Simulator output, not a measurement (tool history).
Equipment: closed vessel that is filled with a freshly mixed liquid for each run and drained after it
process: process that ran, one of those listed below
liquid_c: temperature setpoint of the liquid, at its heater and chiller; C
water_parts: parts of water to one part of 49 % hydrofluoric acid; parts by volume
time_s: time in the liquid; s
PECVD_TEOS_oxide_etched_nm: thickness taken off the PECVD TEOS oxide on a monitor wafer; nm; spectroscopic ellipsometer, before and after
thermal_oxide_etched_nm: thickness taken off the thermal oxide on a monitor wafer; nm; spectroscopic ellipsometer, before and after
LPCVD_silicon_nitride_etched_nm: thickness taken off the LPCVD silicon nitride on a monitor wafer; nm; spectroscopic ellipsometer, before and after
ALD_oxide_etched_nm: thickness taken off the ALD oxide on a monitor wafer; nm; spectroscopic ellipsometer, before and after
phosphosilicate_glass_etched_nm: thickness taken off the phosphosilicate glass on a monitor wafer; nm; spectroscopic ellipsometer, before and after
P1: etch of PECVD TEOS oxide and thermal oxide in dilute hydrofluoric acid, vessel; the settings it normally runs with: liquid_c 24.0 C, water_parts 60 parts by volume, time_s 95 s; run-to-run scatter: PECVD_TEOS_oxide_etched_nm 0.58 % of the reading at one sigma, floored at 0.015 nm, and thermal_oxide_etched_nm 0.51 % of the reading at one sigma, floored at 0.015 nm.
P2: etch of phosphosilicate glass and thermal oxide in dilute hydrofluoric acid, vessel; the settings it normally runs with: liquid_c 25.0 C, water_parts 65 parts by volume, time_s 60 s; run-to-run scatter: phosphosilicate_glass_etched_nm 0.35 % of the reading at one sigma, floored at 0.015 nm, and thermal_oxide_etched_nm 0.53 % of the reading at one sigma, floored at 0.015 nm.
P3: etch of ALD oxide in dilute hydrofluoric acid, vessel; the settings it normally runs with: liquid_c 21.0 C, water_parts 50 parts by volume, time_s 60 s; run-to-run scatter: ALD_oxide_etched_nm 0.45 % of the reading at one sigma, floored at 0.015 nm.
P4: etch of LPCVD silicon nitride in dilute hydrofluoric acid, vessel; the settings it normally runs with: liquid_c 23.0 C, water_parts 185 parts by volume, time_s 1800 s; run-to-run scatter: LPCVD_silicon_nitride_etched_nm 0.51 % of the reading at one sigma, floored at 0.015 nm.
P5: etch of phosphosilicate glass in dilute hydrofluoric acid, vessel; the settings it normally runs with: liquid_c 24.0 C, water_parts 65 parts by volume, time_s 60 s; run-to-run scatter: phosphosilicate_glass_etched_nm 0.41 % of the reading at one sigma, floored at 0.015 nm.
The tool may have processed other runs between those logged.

run,hour,process,liquid_c,water_parts,time_s,hours since the thermometer was replaced,hours since the hydrofluoric acid flow meter was replaced,PECVD_TEOS_oxide_etched_nm,thermal_oxide_etched_nm,LPCVD_silicon_nitride_etched_nm,ALD_oxide_etched_nm,phosphosilicate_glass_etched_nm
1,12.1,P1,24.0,60,95,1128.1,1949.7,33.007,7.7227,,,
2,22.4,P1,18.5,60,145,1138.4,1960.0,40.033,9.4131,,,
3,29.7,P4,23.0,185,1800,1145.7,1967.3,,,4.6229,,
4,37.0,P4,23.0,265,1800,1153.0,1974.6,,,3.2427,,
5,47.9,P1,24.0,60,95,1163.9,1985.5,32.919,7.7384,,,
6,61.2,P3,21.0,50,60,1177.2,1998.8,,,,30.847,
# hour 70.6: thermometer replaced
7,72.6,P4,23.0,185,1800,2.1,2010.2,,,4.5896,,
8,84.9,P2,19.0,65,60,14.4,2022.5,,3.6621,,,123.580
9,97.8,P4,23.0,185,2865,27.3,2035.4,,,7.3874,,
10,109.7,P4,31.0,185,1800,39.2,2047.3,,,7.5688,,
11,117.0,P1,24.0,100,95,46.5,2054.6,18.757,4.3961,,,
12,125.3,P3,17.0,50,60,54.8,2062.9,,,,25.990,
13,135.7,P2,25.0,65,60,65.2,2073.3,,4.6615,,,157.300
14,144.4,P1,29.5,60,95,73.9,2082.0,40.994,9.6082,,,
15,156.9,P1,24.0,60,30,86.4,2094.5,10.368,2.4095,,,
16,169.2,P1,24.0,20,95,98.7,2106.8,102.780,24.6530,,,
17,177.2,P2,25.0,30,60,106.7,2114.8,,10.6240,,,357.590
18,187.7,P5,24.0,65,30,117.2,2125.3,,,,,39.879
19,197.4,P2,25.0,65,60,126.9,2135.0,,4.6685,,,157.520
20,207.2,P5,24.0,65,60,136.7,2144.8,,,,,79.681
21,220.2,P2,25.0,65,100,149.7,2157.8,,7.8037,,,263.280
22,227.2,P1,30.5,85,95,156.7,2164.8,29.241,6.8112,,,
23,237.4,P3,21.0,50,30,166.9,2175.0,,,,15.535,
24,252.1,P3,21.0,50,60,181.6,2189.7,,,,30.557,
25,262.8,P1,24.0,60,95,192.3,2200.4,32.938,7.6967,,,
26,273.1,P5,24.0,20,60,202.6,2210.7,,,,,278.200
27,284.5,P1,24.0,60,95,214.0,2222.1,32.953,7.7062,,,
28,294.6,P1,24.0,60,150,224.1,2232.2,51.287,12.2300,,,
29,308.6,P1,24.0,60,95,238.1,2246.2,32.472,7.6913,,,
30,318.7,P1,24.0,60,95,248.2,2256.3,32.949,7.7048,,,
31,327.2,P3,21.0,25,60,256.7,2264.8,,,,63.543,
32,341.2,P5,18.5,65,60,270.7,2278.8,,,,,63.848
33,354.6,P1,17.0,60,95,284.1,2292.2,24.586,5.7011,,,
34,362.5,P1,24.0,60,95,292.0,2300.1,32.768,7.7335,,,
35,375.5,P1,24.0,60,95,305.0,2313.1,33.728,7.9189,,,
36,389.8,P1,24.0,60,95,319.3,2327.4,34.287,8.1252,,,
37,400.0,P1,24.0,60,95,329.5,2337.6,34.546,8.2598,,,
38,412.8,P1,24.0,60,95,342.3,2350.4,35.129,8.3326,,,
39,425.6,P1,24.0,60,95,355.1,2363.2,35.457,8.3706,,,
40,439.7,P1,24.0,60,95,369.2,2377.3,35.830,8.3818,,,
41,448.2,P1,24.0,60,95,377.7,2385.8,35.497,8.3367,,,
42,455.1,P1,24.0,60,95,384.6,2392.7,36.073,8.3818,,,
43,469.8,P1,24.0,60,95,399.3,2407.4,35.837,8.3790,,,
44,483.2,P1,24.0,60,95,412.7,2420.8,35.861,8.4265,,,

The output of P1 has drifted from where it used to be. Each of the 2 causes below, taken at the size shown beside it, accounts for the log equally well:
A: hydrofluoric acid flow above the setpoint (%) = 7.89
B: liquid hotter than its thermometer reads (K) = 2.02
The onset of the drift is placed at about hour 362.5.

Consider the 4 single-wafer check runs listed below, results given as question marks: which one distinguishes between the causes by giving clearly different results for each?
check 1,496.6,P5,24.0,20,30,,,,,,,?
check 2,496.6,P2,21.0,40,60,,,,?,,,?
check 3,496.6,P4,23.0,185,2805,,,,,?,,
check 4,496.6,P3,21.0,25,30,,,,,,?,

Check results expected under each cause:
check,result,if A,if B
check 1,phosphosilicate_glass_etched_nm,149.770,150.800
check 2,thermal_oxide_etched_nm,7.2326,7.2716
check 2,phosphosilicate_glass_etched_nm,242.560,243.870
check 3,LPCVD_silicon_nitride_etched_nm,7.7257,8.1515
check 4,ALD_oxide_etched_nm,34.379,34.650
Per-check spread between the two closest causes, in the result where they differ most: check 1 0.69 %; check 2 0.54 %; check 3 5.37 %; check 4 0.79 %
Only in check 3 would the causes give clearly different results; in the remaining checks their results would be nearly the same.

Check 3 was then run and gave: LPCVD_silicon_nitride_etched_nm 8.1514 nm. Which cause is it?

The cause is B: liquid hotter than its thermometer reads (K).
